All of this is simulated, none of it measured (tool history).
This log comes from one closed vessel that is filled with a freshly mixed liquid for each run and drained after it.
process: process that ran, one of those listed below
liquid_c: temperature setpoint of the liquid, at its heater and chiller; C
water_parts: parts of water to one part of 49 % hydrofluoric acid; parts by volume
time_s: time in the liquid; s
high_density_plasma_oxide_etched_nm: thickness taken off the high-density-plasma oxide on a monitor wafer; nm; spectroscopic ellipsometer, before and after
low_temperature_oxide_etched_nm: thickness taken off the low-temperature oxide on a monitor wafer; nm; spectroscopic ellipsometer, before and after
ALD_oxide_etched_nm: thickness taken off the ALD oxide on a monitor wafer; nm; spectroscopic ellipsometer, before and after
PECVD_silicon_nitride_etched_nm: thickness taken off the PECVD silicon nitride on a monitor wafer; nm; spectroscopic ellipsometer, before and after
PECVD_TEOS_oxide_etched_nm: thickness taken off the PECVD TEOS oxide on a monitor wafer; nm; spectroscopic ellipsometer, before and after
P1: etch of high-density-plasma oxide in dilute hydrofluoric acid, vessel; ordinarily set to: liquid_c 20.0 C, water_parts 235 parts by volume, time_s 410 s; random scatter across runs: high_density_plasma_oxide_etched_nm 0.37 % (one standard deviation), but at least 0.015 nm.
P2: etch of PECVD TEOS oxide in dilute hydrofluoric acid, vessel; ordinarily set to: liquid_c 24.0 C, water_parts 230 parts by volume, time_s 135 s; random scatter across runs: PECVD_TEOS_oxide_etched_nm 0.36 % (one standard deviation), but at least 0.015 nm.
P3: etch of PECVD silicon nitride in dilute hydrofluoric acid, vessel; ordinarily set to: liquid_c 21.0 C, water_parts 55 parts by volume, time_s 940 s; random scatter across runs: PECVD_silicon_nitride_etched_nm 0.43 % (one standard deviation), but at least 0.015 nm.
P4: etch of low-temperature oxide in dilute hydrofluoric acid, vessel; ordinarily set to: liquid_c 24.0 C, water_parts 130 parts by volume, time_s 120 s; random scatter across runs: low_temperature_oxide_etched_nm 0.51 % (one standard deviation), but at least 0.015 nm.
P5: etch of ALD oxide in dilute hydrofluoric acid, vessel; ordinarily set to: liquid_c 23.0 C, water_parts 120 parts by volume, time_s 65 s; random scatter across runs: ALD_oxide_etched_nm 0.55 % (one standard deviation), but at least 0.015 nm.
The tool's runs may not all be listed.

run     day  process  liquid_c  water_parts  time_s  hours since the thermometer was replaced  hours since the hydrofluoric acid flow meter was replaced  high_density_plasma_oxide_etched_nm  low_temperature_oxide_etched_nm  ALD_oxide_etched_nm  PECVD_silicon_nitride_etched_nm  PECVD_TEOS_oxide_etched_nm
  1   0.400       P1      20.0          235     410                                    1016.6                                                      494.3                              12.4840
  2   1.175       P1      20.0          235      65                                    1035.2                                                      512.9                               1.9780
  3   1.775       P1      20.0          360     410                                    1049.6                                                      527.3                               7.3693
  4   2.475       P1      17.0          235     410                                    1066.4                                                      544.1                              11.1450
  5   2.871       P1      24.0          235     125                                    1075.9                                                      553.6                               4.4426
  6   3.333       P4      24.0          130     120                                    1087.0                                                      564.7                                                               15.7220
  7   3.967       P5      23.0          120      65                                    1102.2                                                      579.9                                                                                     8.9004
  8   4.583       P1      20.0          235     625                                    1117.0                                                      594.7                              18.9770
  9   5.150       P5      23.0          120     120                                    1130.6                                                      608.3                                                                                    16.3230
 10   5.575       P5      23.0          220      65                                    1140.8                                                      618.5                                                                                     4.3202
 11   5.979       P3      21.0           55     445                                    1150.5                                                      628.2                                                                                                                      16.305
 12   6.433       P3      21.0           20     940                                    1161.4                                                      639.1                                                                                                                      91.102
 13   6.992       P3      21.0           55     940                                    1174.8                                                      652.5                                                                                                                      34.577
 14   7.783       P1      20.0          105     410                                    1193.8                                                      671.5                              32.2030
 15   8.233       P4      29.5          130     120                                    1204.6                                                      682.3                                                               19.5840
 16   9.033       P2      24.0          230     135                                    1223.8                                                      701.5                                                                                                                                                  7.2621
 17   9.821       P1      17.0           70     410                                    1242.7                                                      720.4                              43.9110
 18  10.204       P1      20.0          235     410                                    1251.9                                                      729.6                              12.5590
 19  11.008       P1      20.0          235     410                                    1271.2                                                      748.9                              12.5120
 20  11.421       P1      24.5          235     410                                    1281.1                                                      758.8                              14.7890
 21  11.946       P5      29.0          120      65                                    1293.7                                                      771.4                                                                                    11.1310
 22  12.442       P5      23.0          120      65                                    1305.6                                                      783.3                                                                                     8.9037
 23  13.012       P1      20.0          235     410                                    1319.3                                                      797.0                              12.5650
 24  13.704       P3      17.0           55     940                                    1335.9                                                      813.6                                                                                                                      26.295
 25  14.342       P3      21.0           55     940                                    1351.2                                                      828.9                                                                                                                      34.297
 26  14.875       P4      24.0          130     190                                    1364.0                                                      841.7                                                               25.1200
 27  15.271       P2      24.0          230     135                                    1373.5                                                      851.2                                                                                                                                                  7.1898
 28  15.833       P4      24.0          225     120                                    1387.0                                                      864.7                                                                8.2365
 29  16.375       P2      24.0          395     135                                    1400.0                                                      877.7                                                                                                                                                  3.6170
 30  17.038       P4      24.0          130     120                                    1415.9                                                      893.6                                                               15.8100
 31  17.454       P2      17.5          230     135                                    1425.9                                                      903.6                                                                                                                                                  5.6750
 32  18.158       P1      20.0          235     410                                    1442.8                                                      920.5                              12.6080
 33  18.783       P1      20.0          235     410                                    1457.8                                                      935.5                              12.4880
 34  19.138       P2      24.0          230     265                                    1466.3                                                      944.0                                                                                                                                                 14.0750
 35  19.754       P1      20.0          235     410                                    1481.1                                                      958.8                              12.6250
 36  20.496       P1      20.0          235     410                                    1498.9                                                      976.6                              12.1940
 37  20.983       P1      20.0          235     410                                    1510.6                                                      988.3                              12.0760
 38  21.633       P1      20.0          235     410                                    1526.2                                                     1003.9                              11.8970
 39  22.204       P1      20.0          235     410                                    1539.9                                                     1017.6                              11.8740
 40  22.971       P1      20.0          235     410                                    1558.3                                                     1036.0                              11.8150
 41  23.417       P1      20.0          235     410                                    1569.0                                                     1046.7                              11.7800
 42  23.838       P1      20.0          235     410                                    1579.1                                                     1056.8                              11.6870
 43  24.492       P1      20.0          235     410                                    1594.8                                                     1072.5                              11.7410
 44  24.912       P1      20.0          235     410                                    1604.9                                                     1082.6                              11.6160
 45  25.546       P1      20.0          235     410                                    1620.1                                                     1097.8                              11.6680
 46  26.267       P1      20.0          235     410                                    1637.4                                                     1115.1                              11.5990

The log shows P1 creeping away from where it was. Any of the 2 causes listed here, at the size stated for it, fits the log just as well as the others:
A: hydrofluoric acid flow below the setpoint (%) = 5.64
B: liquid colder than its thermometer reads (K) = 1.87
The process output started creeping at around day 19.754.

The check runs listed below each take one wafer, and their results are still question marks. Under which run would the listed causes lead to clearly different results?
check 1  26.988       P2      18.0          230     135                                                                                                                                                                                                                                                            ?
check 2  26.988       P4      29.0          195     120                                                                                                                                                                          ?
check 3  26.988       P3      17.0           55     475                                                                                                                                                                                                                                ?
check 4  26.988       P5      26.5          210      65                                                                                                                                                                                               ?

Predicted outcomes, by check and by cause:
  check                           result     if A     if B
check 1       PECVD_TEOS_oxide_etched_nm   5.3747   5.3593
check 2  low_temperature_oxide_etched_nm  10.9360  11.0000
check 3  PECVD_silicon_nitride_etched_nm   12.447   11.521
check 4              ALD_oxide_etched_nm   4.8335   4.8557
How far apart the two closest causes lie, in the result that separates them most: check 1 0.29 %; check 2 0.58 %; check 3 7.73 %; check 4 0.46 %
Check 3 is the one run that separates the causes; every other check would come out nearly the same whichever cause is at work.

Check 3 has now been run. It gave: PECVD_silicon_nitride_etched_nm 11.576 nm. Which of the candidate causes is it?

B is the cause: liquid colder than its thermometer reads (K).
